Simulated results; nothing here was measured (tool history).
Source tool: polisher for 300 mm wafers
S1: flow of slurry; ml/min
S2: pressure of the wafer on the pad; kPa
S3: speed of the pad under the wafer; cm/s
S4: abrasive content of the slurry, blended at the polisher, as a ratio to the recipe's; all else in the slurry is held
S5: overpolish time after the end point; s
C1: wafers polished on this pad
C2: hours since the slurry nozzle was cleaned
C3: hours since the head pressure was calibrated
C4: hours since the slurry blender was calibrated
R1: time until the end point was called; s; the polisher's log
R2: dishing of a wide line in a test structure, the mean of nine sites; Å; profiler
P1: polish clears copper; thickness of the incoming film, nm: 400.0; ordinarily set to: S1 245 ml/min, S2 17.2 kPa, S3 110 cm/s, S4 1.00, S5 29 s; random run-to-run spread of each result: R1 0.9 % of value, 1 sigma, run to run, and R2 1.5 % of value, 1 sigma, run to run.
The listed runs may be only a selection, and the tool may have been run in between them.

| run | hour | S1 | S2 | S3 | S4 | S5 | C1 | C2 | C3 | C4 | R1 | R2 |
|---|---|---|---|---|---|---|---|---|---|---|---|---|
| 1 | 5.6 | 245 | 17.2 | 110 | 1.00 | 29 | 677 | 407.8 | 335.7 | 47.1 | 116.090 | 274.13 |
| 2 | 12.3 | 245 | 17.2 | 110 | 1.00 | 29 | 735 | 414.5 | 342.4 | 53.8 | 117.440 | 277.03 |
| 3 | 17.7 | 245 | 8.3 | 110 | 0.60 | 29 | 783 | 419.9 | 347.8 | 59.2 | 274.270 | 195.27 |
| 4 | 27.3 | 245 | 17.2 | 56 | 1.00 | 29 | 867 | 429.5 | 357.4 | 68.8 | 229.870 | 216.50 |
| 5 | 33.2 | 245 | 24.8 | 110 | 1.00 | 29 | 919 | 435.4 | 363.3 | 74.7 | 82.039 | 305.67 |
| 6 | 38.9 | 245 | 9.7 | 110 | 1.00 | 29 | 969 | 441.1 | 369.0 | 80.4 | 208.270 | 226.12 |
| 7 | 45.8 | 245 | 17.2 | 110 | 1.00 | 29 | 1030 | 448.0 | 375.9 | 87.3 | 118.060 | 277.12 |
| 8 | 50.9 | 375 | 17.2 | 110 | 1.00 | 29 | 1075 | 453.1 | 381.0 | 92.4 | 113.080 | 285.52 |
| 9 | 61.3 | 245 | 17.2 | 166 | 1.00 | 29 | 1166 | 463.5 | 391.4 | 102.8 | 77.584 | 301.00 |
| 10 | 69.1 | 245 | 17.2 | 110 | 1.35 | 29 | 1235 | 471.3 | 399.2 | 110.6 | 109.930 | 284.79 |
| 11 | 78.6 | 245 | 17.2 | 110 | 1.00 | 29 | 1318 | 480.8 | 408.7 | 120.1 | 116.990 | 293.81 |
| 12 | 84.9 | 245 | 17.2 | 110 | 1.00 | 44 | 1373 | 487.1 | 415.0 | 126.4 | 117.590 | 303.61 |
|  | 92.2 | slurry blender recalibrated |
| 13 | 95.8 | 145 | 17.2 | 110 | 1.00 | 29 | 1469 | 498.0 | 425.9 | 3.6 | 127.110 | 274.61 |
| 14 | 103.5 | 245 | 17.2 | 110 | 1.00 | 17 | 1537 | 505.7 | 433.6 | 11.3 | 115.890 | 230.01 |
| 15 | 111.2 | 245 | 17.2 | 110 | 0.75 | 29 | 1604 | 513.4 | 441.3 | 19.0 | 124.110 | 287.74 |
| 16 | 117.2 | 245 | 17.2 | 110 | 0.70 | 46 | 1657 | 519.4 | 447.3 | 25.0 | 127.660 | 296.82 |
| 17 | 123.1 | 245 | 10.3 | 110 | 1.00 | 9 | 1709 | 525.3 | 453.2 | 30.9 | 198.810 | 113.41 |

Run 18 has not been measured yet. What should we expect?
| 18 | 130.7 | 245 | 17.2 | 110 | 1.00 | 29 | 1776 | 532.9 | 460.8 | 38.5 | ? | ? |

R1: 117.880 s
R2: 283.06 Å
